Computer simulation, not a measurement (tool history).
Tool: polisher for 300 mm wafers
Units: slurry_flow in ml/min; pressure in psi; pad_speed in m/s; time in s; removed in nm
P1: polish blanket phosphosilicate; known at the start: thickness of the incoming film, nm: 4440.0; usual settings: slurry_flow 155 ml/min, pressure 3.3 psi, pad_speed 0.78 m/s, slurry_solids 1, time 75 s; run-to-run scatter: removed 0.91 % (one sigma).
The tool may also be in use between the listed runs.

run	hour	slurry_flow	pressure	pad_speed	slurry_solids	time	wafers polished on this pad	hours since the slurry nozzle was cleaned	hours since the head pressure was calibrated	hours since the slurry blender was calibrated	hours since the conditioning disc was replaced	removed
1	7.7	155	3.3	0.78	1	75	412	125.7	253.1	122.6	97.7	588.76
2	16.1	155	3.3	0.78	1	75	488	134.1	261.5	131	106.1	594.26
3	28	95	3.3	0.78	0.6	75	596	146	273.4	142.9	118	411.54
4	37.3	155	3.3	1.24	1	75	680	155.3	282.7	152.2	127.3	846.65
# hour 43.1: conditioning disc replaced and pad reconditioned
5	47.8	155	3.3	0.52	1	75	775	165.8	293.2	162.7	4.8	429.75
6	57.8	155	3.3	0.78	0.55	75	865	175.8	303.2	172.7	14.8	432.69
7	69.8	155	3.3	0.78	1	75	974	187.8	315.2	184.7	26.8	593.2
8	84.2	155	1.6	0.78	1	75	1105	202.2	329.6	199.1	41.2	288.91
9	96.3	155	3.3	0.78	1	34	1214	214.3	341.7	211.2	53.3	269.29
10	106.9	95	3.3	0.78	1	75	1310	224.9	352.3	221.8	63.9	530.47
11	118.4	155	3.3	0.78	1	75	1414	236.4	363.8	233.3	75.4	591.61
12	128.4	155	3.3	0.78	1.5	75	1505	246.4	373.8	243.3	85.4	704.52
13	139.5	155	3.3	0.78	1	115	1606	257.5	384.9	254.4	96.5	908.24

Run 14 comes next. What will it give?
14	147.8	155	4.3	0.78	1	75	1681	265.8	393.2	262.7	104.8	?

removed: 767.89 nm
